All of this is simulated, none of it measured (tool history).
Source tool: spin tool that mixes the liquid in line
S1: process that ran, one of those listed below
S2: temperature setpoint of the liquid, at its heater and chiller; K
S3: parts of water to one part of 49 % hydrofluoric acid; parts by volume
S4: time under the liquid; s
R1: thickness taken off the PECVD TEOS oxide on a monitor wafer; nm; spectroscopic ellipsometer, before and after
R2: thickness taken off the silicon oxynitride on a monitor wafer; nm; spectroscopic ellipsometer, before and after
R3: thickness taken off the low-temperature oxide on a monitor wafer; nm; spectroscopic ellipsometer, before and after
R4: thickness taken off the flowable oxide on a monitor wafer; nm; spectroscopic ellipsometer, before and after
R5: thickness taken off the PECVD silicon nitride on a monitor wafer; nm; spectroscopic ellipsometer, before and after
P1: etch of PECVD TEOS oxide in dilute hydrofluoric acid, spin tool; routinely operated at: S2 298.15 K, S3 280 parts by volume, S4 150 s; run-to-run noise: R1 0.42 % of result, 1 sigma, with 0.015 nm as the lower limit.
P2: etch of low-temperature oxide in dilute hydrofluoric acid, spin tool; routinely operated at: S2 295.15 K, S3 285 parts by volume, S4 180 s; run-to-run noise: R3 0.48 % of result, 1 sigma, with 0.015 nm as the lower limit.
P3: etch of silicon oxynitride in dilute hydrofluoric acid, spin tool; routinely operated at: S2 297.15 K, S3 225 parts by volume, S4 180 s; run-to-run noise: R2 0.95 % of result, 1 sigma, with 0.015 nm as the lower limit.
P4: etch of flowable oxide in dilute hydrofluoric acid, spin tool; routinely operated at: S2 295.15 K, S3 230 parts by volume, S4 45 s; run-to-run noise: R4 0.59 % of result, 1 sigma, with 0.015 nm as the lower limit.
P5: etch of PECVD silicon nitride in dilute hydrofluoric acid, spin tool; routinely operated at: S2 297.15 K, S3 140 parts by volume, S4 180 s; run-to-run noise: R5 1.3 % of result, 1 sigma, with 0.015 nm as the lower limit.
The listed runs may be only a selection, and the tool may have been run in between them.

run	day	S1	S2	S3	S4	R1	R2	R3	R4	R5
1	0.496	P1	298.15	280	150	6.2528				
2	0.862	P1	291.65	280	150	4.9306				
3	1.488	P1	298.15	280	150	6.2193				
4	2.029	P3	292.15	225	180		2.2462			
5	2.346	P2	291.65	285	180			7.2248		
6	2.854	P2	295.15	285	180			8.2167		
7	3.358	P1	302.65	70	150	38.009				
8	3.783	P4	295.15	230	20				2.4405	
9	4.358	P5	297.15	140	180					2.1443
10	4.725	P1	305.15	280	150	7.8357				
11	5.246	P3	297.15	380	180		1.5074			
12	5.742	P3	297.15	225	180		2.7752			
13	6.162	P5	297.15	140	30					0.35271
14	6.717	P2	295.15	285	270			12.265		
15	7.079	P3	297.15	225	15		0.21371			
16	7.575	P4	295.15	95	45				15.255	
# day 7.8: thermometer replaced
17	7.979	P4	303.15	230	45				7.31	
18	8.617	P1	298.15	280	75	3.1361				
19	9.025	P2	295.15	485	180			4.0113		
20	9.512	P1	298.15	135	150	15.196				
21	9.892	P1	298.15	395	150	3.969				
22	10.429	P4	295.15	230	45				5.4246	
23	10.908	P1	298.15	280	150	6.2199				
24	11.338	P1	298.15	280	150	6.2644				
25	11.754	P5	297.15	55	180					5.4986
26	12.142	P5	303.15	140	180					3.1592
27	12.45	P1	298.15	280	280	11.629				
28	12.779	P1	298.15	280	150	6.2888				
29	13.242	P1	298.15	280	150	6.3951				
30	13.688	P1	298.15	280	150	6.4698				
31	14.192	P1	298.15	280	150	6.5493				
32	14.633	P1	298.15	280	150	6.5189				
33	14.971	P1	298.15	280	150	6.5983				
34	15.471	P1	298.15	280	150	6.6218				
35	15.788	P1	298.15	280	150	6.6472				
36	16.329	P1	298.15	280	150	6.6931				
37	16.708	P1	298.15	280	150	6.6953				
38	17.146	P1	298.15	280	150	6.6635				

The output of P1 has drifted from where it used to be. Each of the 2 causes below, taken at the size shown beside it, accounts for the log equally well:
A: liquid hotter than its thermometer reads (K) = 1.98
B: hydrofluoric acid flow above the setpoint (%) = 5.44
The drift started at roughly day 12.779.

Which of the check runs below tells the causes apart, meaning the causes would give it clearly different results? Each run uses 2 wafers whose results are averaged, and each result is shown as a question mark.
check 1	17.583	P3	297.15	365	180		?			
check 2	17.583	P2	291.65	480	180			?		
check 3	17.583	P5	302.15	140	180					?
check 4	17.583	P4	302.15	230	45				?	

Predicted outcomes, by check and by cause:
check	result	if A	if B
check 1	R2	1.7002	1.6745
check 2	R3	3.9073	3.928
check 3	R5	3.3608	3.1387
check 4	R4	7.5528	7.5522
How far apart the two closest causes lie, in the result that separates them most: check 1 1.52 %; check 2 0.53 %; check 3 6.84 %; check 4 0.01 %
The other checks would show nearly matching results whichever cause is true, so check 3 is the only one that separates the causes.

Here is what check 3 returned: R5 3.3764 nm. Which cause is it?

It was cause A: liquid hotter than its thermometer reads (K).

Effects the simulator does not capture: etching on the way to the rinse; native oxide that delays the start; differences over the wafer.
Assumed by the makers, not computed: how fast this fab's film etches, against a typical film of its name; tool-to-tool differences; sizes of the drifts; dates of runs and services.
